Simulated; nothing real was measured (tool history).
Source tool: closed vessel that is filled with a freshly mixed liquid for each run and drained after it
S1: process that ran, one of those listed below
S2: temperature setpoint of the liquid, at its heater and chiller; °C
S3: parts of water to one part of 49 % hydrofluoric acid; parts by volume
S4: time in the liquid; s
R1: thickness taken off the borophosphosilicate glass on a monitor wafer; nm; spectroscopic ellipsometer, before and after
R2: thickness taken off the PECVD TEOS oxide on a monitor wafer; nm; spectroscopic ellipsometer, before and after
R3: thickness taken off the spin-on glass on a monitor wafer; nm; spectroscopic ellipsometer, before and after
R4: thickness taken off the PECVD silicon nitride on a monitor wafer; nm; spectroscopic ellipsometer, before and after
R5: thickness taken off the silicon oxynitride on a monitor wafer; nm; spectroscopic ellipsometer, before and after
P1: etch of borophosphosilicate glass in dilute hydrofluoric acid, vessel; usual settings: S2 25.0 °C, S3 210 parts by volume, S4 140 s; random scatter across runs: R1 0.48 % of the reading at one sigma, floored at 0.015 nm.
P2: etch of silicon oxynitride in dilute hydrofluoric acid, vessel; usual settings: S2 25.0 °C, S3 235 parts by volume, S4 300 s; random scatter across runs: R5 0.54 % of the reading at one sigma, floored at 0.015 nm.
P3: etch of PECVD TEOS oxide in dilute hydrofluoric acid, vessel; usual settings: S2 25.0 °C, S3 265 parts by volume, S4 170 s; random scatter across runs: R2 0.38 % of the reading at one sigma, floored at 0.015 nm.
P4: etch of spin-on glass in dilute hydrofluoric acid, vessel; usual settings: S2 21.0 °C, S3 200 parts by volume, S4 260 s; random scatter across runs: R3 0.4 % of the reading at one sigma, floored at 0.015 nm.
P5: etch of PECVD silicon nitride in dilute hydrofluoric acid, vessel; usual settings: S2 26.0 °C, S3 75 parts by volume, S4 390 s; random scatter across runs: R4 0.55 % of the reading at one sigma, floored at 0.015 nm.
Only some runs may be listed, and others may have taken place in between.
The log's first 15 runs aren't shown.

| run | hour | S1 | S2 | S3 | S4 | R1 | R2 | R3 | R4 | R5 |
|---|---|---|---|---|---|---|---|---|---|---|
| 16 | 96.6 | P4 | 21.0 | 200 | 480 |  |  | 79.467 |  |  |
| 17 | 103.5 | P1 | 25.0 | 210 | 225 | 41.7550 |  |  |  |  |
|  | 105.8 | hydrofluoric acid flow meter replaced |
| 18 | 109.8 | P1 | 25.0 | 210 | 140 | 25.8030 |  |  |  |  |
| 19 | 115.8 | P3 | 21.5 | 265 | 170 |  | 12.7520 |  |  |  |
| 20 | 122.4 | P1 | 29.5 | 210 | 140 | 30.1400 |  |  |  |  |
| 21 | 128.7 | P1 | 25.0 | 210 | 140 | 25.9540 |  |  |  |  |
| 22 | 136.5 | P3 | 25.0 | 265 | 90 |  | 7.6063 |  |  |  |
| 23 | 140.7 | P1 | 25.0 | 290 | 140 | 17.3780 |  |  |  |  |
| 24 | 144.5 | P4 | 29.0 | 200 | 260 |  |  | 58.101 |  |  |
| 25 | 149.9 | P1 | 18.0 | 210 | 140 | 19.7060 |  |  |  |  |
| 26 | 153.5 | P1 | 25.0 | 120 | 255 | 91.6850 |  |  |  |  |
| 27 | 158.9 | P1 | 25.0 | 210 | 140 | 25.8240 |  |  |  |  |
| 28 | 165.2 | P3 | 25.0 | 265 | 170 |  | 14.4110 |  |  |  |
| 29 | 171.9 | P1 | 25.0 | 210 | 30 | 5.5232 |  |  |  |  |

What does the tool deliver on the next run?
| 30 | 177.4 | P2 | 21.0 | 235 | 300 |  |  |  |  | ? |

R5: 4.8230 nm

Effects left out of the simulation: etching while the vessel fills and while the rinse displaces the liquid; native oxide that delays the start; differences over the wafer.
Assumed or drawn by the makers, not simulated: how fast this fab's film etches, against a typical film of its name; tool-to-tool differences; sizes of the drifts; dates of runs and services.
